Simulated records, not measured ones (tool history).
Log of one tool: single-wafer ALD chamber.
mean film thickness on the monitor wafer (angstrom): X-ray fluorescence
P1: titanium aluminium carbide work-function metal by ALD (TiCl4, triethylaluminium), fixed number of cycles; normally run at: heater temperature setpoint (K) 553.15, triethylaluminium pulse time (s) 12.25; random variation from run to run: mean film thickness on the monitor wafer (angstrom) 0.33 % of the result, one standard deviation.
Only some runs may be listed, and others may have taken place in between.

run    day  heater temperature setpoint (K)  triethylaluminium pulse time (s)  hours since the last thermocouple change  hours since the last triethylaluminium bottle change  mean film thickness on the monitor wafer (angstrom)
  1  0.379                           553.15                             12.25                                    1129.5                                                 923.3                                               18.535
  2  1.025                           553.15                             12.25                                    1145.0                                                 938.8                                               18.577
  3  1.558                           553.15                             12.25                                    1157.8                                                 951.6                                               18.586
  4  2.183                           529.15                             12.25                                    1172.8                                                 966.6                                               16.452
     2.375  -- triethylaluminium bottle replaced
  5  2.817                           553.15                             12.25                                    1188.0                                                  10.6                                               18.638
  6  3.217                           572.15                             12.25                                    1197.6                                                  20.2                                               20.322
  7  3.592                           553.15                             12.25                                    1206.6                                                  29.2                                               18.569
  8  4.108                           541.15                              7.10                                    1219.0                                                  41.6                                               16.272
  9  4.704                           553.15                              6.56                                    1233.3                                                  55.9                                               16.945
 10  5.242                           553.15                             19.07                                    1246.2                                                  68.8                                               18.755
 11  5.633                           553.15                             12.25                                    1255.6                                                  78.2                                               18.490
 12  5.921                           553.15                             12.25                                    1262.5                                                  85.1                                               18.451
 13  6.267                           553.15                             12.25                                    1270.8                                                  93.4                                               18.446
 14  6.729                           553.15                             12.25                                    1281.9                                                 104.5                                               18.211
 15  7.321                           553.15                             12.25                                    1296.1                                                 118.7                                               18.301
 16  7.854                           553.15                             12.25                                    1308.9                                                 131.5                                               18.305
 17  8.500                           553.15                             12.25                                    1324.4                                                 147.0                                               18.203

P1 has crept away from where it was. The log is fitted equally well by each of these 2 causes, at the sizes shown:
A: wafer temperature below the value expected at the setpoint (K) = 4.34
B: triethylaluminium dose below that of a fresh bottle (%) = 20.3
The onset of the drift is placed at about day 5.633.

Below are 4 check runs, each on a single wafer, with their results shown as question marks. Which of them would tell the listed causes apart, meaning the causes would give clearly different results under it?
check 1  9.146                           530.15                             12.25                                                                                                                                                    ?
check 2  9.146                           534.15                              7.15                                                                                                                                                    ?
check 3  9.146                           569.15                             12.25                                                                                                                                                    ?
check 4  9.146                           542.15                             12.25                                                                                                                                                    ?

Outcome of each check run for each possible cause:
  check                                               result    if A    if B
check 1  mean film thickness on the monitor wafer (angstrom)  16.252  16.283
check 2  mean film thickness on the monitor wafer (angstrom)  15.405  14.796
check 3  mean film thickness on the monitor wafer (angstrom)  19.603  19.581
check 4  mean film thickness on the monitor wafer (angstrom)  17.267  17.282
Distance between the nearest two causes, measured in the result of the check that separates them most: check 1 0.19 %; check 2 4.03 %; check 3 0.11 %; check 4 0.09 %
Check 2 distinguishes between the causes, while the remaining checks would return nearly the same result for all of them.

Running check 2 produced the following: mean film thickness on the monitor wafer (angstrom) 14.784. Which one of the listed causes fits?

Of the candidate causes, it is B: triethylaluminium dose below that of a fresh bottle (%).

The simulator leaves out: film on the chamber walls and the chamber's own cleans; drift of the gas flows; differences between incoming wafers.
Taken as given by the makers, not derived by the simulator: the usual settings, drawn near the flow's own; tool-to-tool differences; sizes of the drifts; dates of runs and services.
